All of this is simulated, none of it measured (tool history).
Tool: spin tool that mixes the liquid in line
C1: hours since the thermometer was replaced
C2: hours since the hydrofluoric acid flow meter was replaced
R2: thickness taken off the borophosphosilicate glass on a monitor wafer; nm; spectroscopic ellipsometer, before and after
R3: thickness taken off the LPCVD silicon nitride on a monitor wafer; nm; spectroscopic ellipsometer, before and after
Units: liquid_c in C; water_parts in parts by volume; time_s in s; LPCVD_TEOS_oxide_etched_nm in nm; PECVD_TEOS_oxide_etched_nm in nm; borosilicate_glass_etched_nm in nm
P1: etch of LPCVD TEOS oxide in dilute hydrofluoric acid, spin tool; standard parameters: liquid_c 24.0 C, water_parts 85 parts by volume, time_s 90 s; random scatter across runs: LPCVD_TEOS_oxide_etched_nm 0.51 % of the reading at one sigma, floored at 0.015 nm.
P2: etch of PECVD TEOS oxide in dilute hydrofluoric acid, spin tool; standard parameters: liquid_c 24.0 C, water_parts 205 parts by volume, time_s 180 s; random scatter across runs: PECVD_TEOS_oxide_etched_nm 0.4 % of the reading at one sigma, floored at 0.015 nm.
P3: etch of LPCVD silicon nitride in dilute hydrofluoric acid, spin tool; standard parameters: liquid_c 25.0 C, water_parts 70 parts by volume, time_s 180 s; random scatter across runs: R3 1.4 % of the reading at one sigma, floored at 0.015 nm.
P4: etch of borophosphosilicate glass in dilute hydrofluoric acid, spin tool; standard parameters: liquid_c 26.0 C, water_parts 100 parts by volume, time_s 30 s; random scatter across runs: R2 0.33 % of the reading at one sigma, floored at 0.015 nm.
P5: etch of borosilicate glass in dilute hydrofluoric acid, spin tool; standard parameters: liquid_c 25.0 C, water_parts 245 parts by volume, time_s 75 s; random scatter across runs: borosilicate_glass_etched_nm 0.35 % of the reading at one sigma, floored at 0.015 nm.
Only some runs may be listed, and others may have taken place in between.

{"run": 1, "day": 0.2, "process": "P1", "liquid_c": 24.0, "water_parts": 85, "time_s": 90, "C1": 2021.5, "C2": 599.8, "LPCVD_TEOS_oxide_etched_nm": 42.939}
{"run": 2, "day": 0.338, "process": "P4", "liquid_c": 26.0, "water_parts": 20, "time_s": 30, "C1": 2024.8, "C2": 603.1, "R2": 73.478}
{"run": 3, "day": 0.525, "process": "P3", "liquid_c": 30.0, "water_parts": 70, "time_s": 180, "C1": 2029.3, "C2": 607.6, "R3": 2.0367}
{"run": 4, "day": 0.65, "process": "P3", "liquid_c": 25.0, "water_parts": 70, "time_s": 290, "C1": 2032.3, "C2": 610.6, "R3": 2.4}
{"run": 5, "day": 0.8, "process": "P1", "liquid_c": 24.0, "water_parts": 85, "time_s": 90, "C1": 2035.9, "C2": 614.2, "LPCVD_TEOS_oxide_etched_nm": 42.804}
{"run": 6, "day": 0.983, "process": "P3", "liquid_c": 25.0, "water_parts": 70, "time_s": 180, "C1": 2040.3, "C2": 618.6, "R3": 1.496}
{"run": 7, "day": 1.15, "process": "P1", "liquid_c": 24.0, "water_parts": 20, "time_s": 90, "C1": 2044.3, "C2": 622.6, "LPCVD_TEOS_oxide_etched_nm": 199.98}
{"run": 8, "day": 1.317, "process": "P3", "liquid_c": 25.0, "water_parts": 70, "time_s": 180, "C1": 2048.3, "C2": 626.6, "R3": 1.4977}
{"run": 9, "day": 1.462, "process": "P2", "liquid_c": 30.0, "water_parts": 205, "time_s": 180, "C1": 2051.8, "C2": 630.1, "PECVD_TEOS_oxide_etched_nm": 23.74}
{"run": 10, "day": 1.579, "process": "P5", "liquid_c": 25.0, "water_parts": 245, "time_s": 30, "C1": 2054.6, "C2": 632.9, "borosilicate_glass_etched_nm": 3.2563}
{"run": 11, "day": 1.767, "process": "P1", "liquid_c": 29.0, "water_parts": 85, "time_s": 90, "C1": 2059.1, "C2": 637.4, "LPCVD_TEOS_oxide_etched_nm": 51.741}
{"run": 12, "day": 1.933, "process": "P2", "liquid_c": 24.0, "water_parts": 205, "time_s": 70, "C1": 2063.1, "C2": 641.4, "PECVD_TEOS_oxide_etched_nm": 7.3614}
{"run": 13, "day": 2.117, "process": "P1", "liquid_c": 24.0, "water_parts": 85, "time_s": 170, "C1": 2067.5, "C2": 645.8, "LPCVD_TEOS_oxide_etched_nm": 80.233}
{"run": 14, "day": 2.292, "process": "P1", "liquid_c": 24.0, "water_parts": 85, "time_s": 90, "C1": 2071.7, "C2": 650.0, "LPCVD_TEOS_oxide_etched_nm": 42.693}
{"run": 15, "day": 2.467, "process": "P5", "liquid_c": 25.0, "water_parts": 245, "time_s": 75, "C1": 2075.9, "C2": 654.2, "borosilicate_glass_etched_nm": 8.1368}
{"run": 16, "day": 2.6, "process": "P4", "liquid_c": 26.0, "water_parts": 100, "time_s": 15, "C1": 2079.1, "C2": 657.4, "R2": 6.5835}
{"run": 17, "day": 2.817, "process": "P4", "liquid_c": 26.0, "water_parts": 100, "time_s": 30, "C1": 2084.3, "C2": 662.6, "R2": 13.193}
{"run": 18, "day": 2.988, "process": "P1", "liquid_c": 24.0, "water_parts": 85, "time_s": 90, "C1": 2088.4, "C2": 666.7, "LPCVD_TEOS_oxide_etched_nm": 42.419}
{"run": 19, "day": 3.192, "process": "P4", "liquid_c": 26.0, "water_parts": 100, "time_s": 30, "C1": 2093.3, "C2": 671.6, "R2": 13.128}
{"run": 20, "day": 3.404, "process": "P2", "liquid_c": 24.0, "water_parts": 205, "time_s": 180, "C1": 2098.4, "C2": 676.7, "PECVD_TEOS_oxide_etched_nm": 19.049}
{"run": 21, "day": 3.521, "process": "P5", "liquid_c": 20.5, "water_parts": 245, "time_s": 75, "C1": 2101.2, "C2": 679.5, "borosilicate_glass_etched_nm": 6.917}
{"run": 22, "day": 3.704, "process": "P1", "liquid_c": 24.0, "water_parts": 85, "time_s": 90, "C1": 2105.6, "C2": 683.9, "LPCVD_TEOS_oxide_etched_nm": 42.784}
{"run": 23, "day": 3.808, "process": "P3", "liquid_c": 25.0, "water_parts": 20, "time_s": 180, "C1": 2108.1, "C2": 686.4, "R3": 5.1004}
{"run": 24, "day": 3.983, "process": "P1", "liquid_c": 24.0, "water_parts": 85, "time_s": 15, "C1": 2112.3, "C2": 690.6, "LPCVD_TEOS_oxide_etched_nm": 7.112}
{"run": 25, "day": 4.138, "process": "P1", "liquid_c": 19.5, "water_parts": 85, "time_s": 90, "C1": 2116.0, "C2": 694.3, "LPCVD_TEOS_oxide_etched_nm": 35.696}
{"run": 26, "day": 4.271, "process": "P1", "liquid_c": 20.0, "water_parts": 85, "time_s": 15, "C1": 2119.2, "C2": 697.5, "LPCVD_TEOS_oxide_etched_nm": 6.0434}
{"day": 4.358, "done": "hydrofluoric acid flow meter replaced"}
{"run": 27, "day": 4.492, "process": "P5", "liquid_c": 25.0, "water_parts": 65, "time_s": 75, "C1": 2124.5, "C2": 3.2, "borosilicate_glass_etched_nm": 37.784}
{"run": 28, "day": 4.712, "process": "P2", "liquid_c": 24.0, "water_parts": 80, "time_s": 180, "C1": 2129.8, "C2": 8.5, "PECVD_TEOS_oxide_etched_nm": 56.857}
{"run": 29, "day": 4.904, "process": "P1", "liquid_c": 24.0, "water_parts": 120, "time_s": 90, "C1": 2134.4, "C2": 13.1, "LPCVD_TEOS_oxide_etched_nm": 28.889}
{"run": 30, "day": 5.079, "process": "P1", "liquid_c": 24.0, "water_parts": 85, "time_s": 90, "C1": 2138.6, "C2": 17.3, "LPCVD_TEOS_oxide_etched_nm": 42.649}
{"run": 31, "day": 5.258, "process": "P1", "liquid_c": 24.0, "water_parts": 50, "time_s": 155, "C1": 2142.9, "C2": 21.6, "LPCVD_TEOS_oxide_etched_nm": 128.91}
{"run": 32, "day": 5.396, "process": "P1", "liquid_c": 20.5, "water_parts": 40, "time_s": 90, "C1": 2146.2, "C2": 24.9, "LPCVD_TEOS_oxide_etched_nm": 83.813}
{"run": 33, "day": 5.5, "process": "P4", "liquid_c": 18.0, "water_parts": 100, "time_s": 30, "C1": 2148.7, "C2": 27.4, "R2": 9.5305}
{"run": 34, "day": 5.675, "process": "P1", "liquid_c": 24.0, "water_parts": 85, "time_s": 90, "C1": 2152.9, "C2": 31.6, "LPCVD_TEOS_oxide_etched_nm": 42.389}
{"run": 35, "day": 5.883, "process": "P1", "liquid_c": 24.0, "water_parts": 85, "time_s": 90, "C1": 2157.9, "C2": 36.6, "LPCVD_TEOS_oxide_etched_nm": 41.594}
{"run": 36, "day": 6.008, "process": "P1", "liquid_c": 24.0, "water_parts": 85, "time_s": 90, "C1": 2160.9, "C2": 39.6, "LPCVD_TEOS_oxide_etched_nm": 40.647}
{"run": 37, "day": 6.162, "process": "P1", "liquid_c": 24.0, "water_parts": 85, "time_s": 90, "C1": 2164.6, "C2": 43.3, "LPCVD_TEOS_oxide_etched_nm": 40.425}
{"run": 38, "day": 6.258, "process": "P1", "liquid_c": 24.0, "water_parts": 85, "time_s": 90, "C1": 2166.9, "C2": 45.6, "LPCVD_TEOS_oxide_etched_nm": 40.048}
{"run": 39, "day": 6.417, "process": "P1", "liquid_c": 24.0, "water_parts": 85, "time_s": 90, "C1": 2170.7, "C2": 49.4, "LPCVD_TEOS_oxide_etched_nm": 40.084}
{"run": 40, "day": 6.567, "process": "P1", "liquid_c": 24.0, "water_parts": 85, "time_s": 90, "C1": 2174.3, "C2": 53.0, "LPCVD_TEOS_oxide_etched_nm": 39.866}
{"run": 41, "day": 6.775, "process": "P1", "liquid_c": 24.0, "water_parts": 85, "time_s": 90, "C1": 2179.3, "C2": 58.0, "LPCVD_TEOS_oxide_etched_nm": 39.768}
{"run": 42, "day": 6.992, "process": "P1", "liquid_c": 24.0, "water_parts": 85, "time_s": 90, "C1": 2184.5, "C2": 63.2, "LPCVD_TEOS_oxide_etched_nm": 39.702}
{"run": 43, "day": 7.188, "process": "P1", "liquid_c": 24.0, "water_parts": 85, "time_s": 90, "C1": 2189.2, "C2": 67.9, "LPCVD_TEOS_oxide_etched_nm": 39.672}
{"run": 44, "day": 7.371, "process": "P1", "liquid_c": 24.0, "water_parts": 85, "time_s": 90, "C1": 2193.6, "C2": 72.3, "LPCVD_TEOS_oxide_etched_nm": 39.306}
{"run": 45, "day": 7.579, "process": "P1", "liquid_c": 24.0, "water_parts": 85, "time_s": 90, "C1": 2198.6, "C2": 77.3, "LPCVD_TEOS_oxide_etched_nm": 39.113}

P1 has crept away from where it was. The log is fitted equally well by each of these 2 causes, at the sizes shown:
A: liquid colder than its thermometer reads (K) = 1.94
B: hydrofluoric acid flow below the setpoint (%) = 6.81
The drift started at roughly day 5.675.

Which of the 4 check runs listed below, each an average over 3 wafers with its results shown as question marks, gives clearly different results under the different listed causes?
{"run": "check 1", "day": 7.788, "process": "P5", "liquid_c": 25.0, "water_parts": 90, "time_s": 75, "borosilicate_glass_etched_nm": "?"}
{"run": "check 2", "day": 7.788, "process": "P4", "liquid_c": 19.0, "water_parts": 100, "time_s": 15, "R2": "?"}
{"run": "check 3", "day": 7.788, "process": "P3", "liquid_c": 25.0, "water_parts": 30, "time_s": 180, "R3": "?"}
{"run": "check 4", "day": 7.788, "process": "P2", "liquid_c": 24.0, "water_parts": 110, "time_s": 80, "PECVD_TEOS_oxide_etched_nm": "?"}

If the cause were each of the candidates in turn, the checks would give the following:
check=check_1 result=borosilicate_glass_etched_nm if_A=24.4480 if_B=24.4110
check=check_2 result=R2 if_A=4.5836 if_B=4.5956
check=check_3 result=R3 if_A=2.9533 if_B=3.1481
check=check_4 result=PECVD_TEOS_oxide_etched_nm if_A=16.2840 if_B=16.2320
Gap, in per cent, between the two causes that each check separates least, read from the result that separates them most: check 1 0.15 %; check 2 0.26 %; check 3 6.39 %; check 4 0.32 %
Only check 3 tells the causes apart: in the others they would give nearly the same result.

Running check 3 produced the following: R3 2.9324 nm. Which one of the listed causes fits?

It was cause A: liquid colder than its thermometer reads (K).

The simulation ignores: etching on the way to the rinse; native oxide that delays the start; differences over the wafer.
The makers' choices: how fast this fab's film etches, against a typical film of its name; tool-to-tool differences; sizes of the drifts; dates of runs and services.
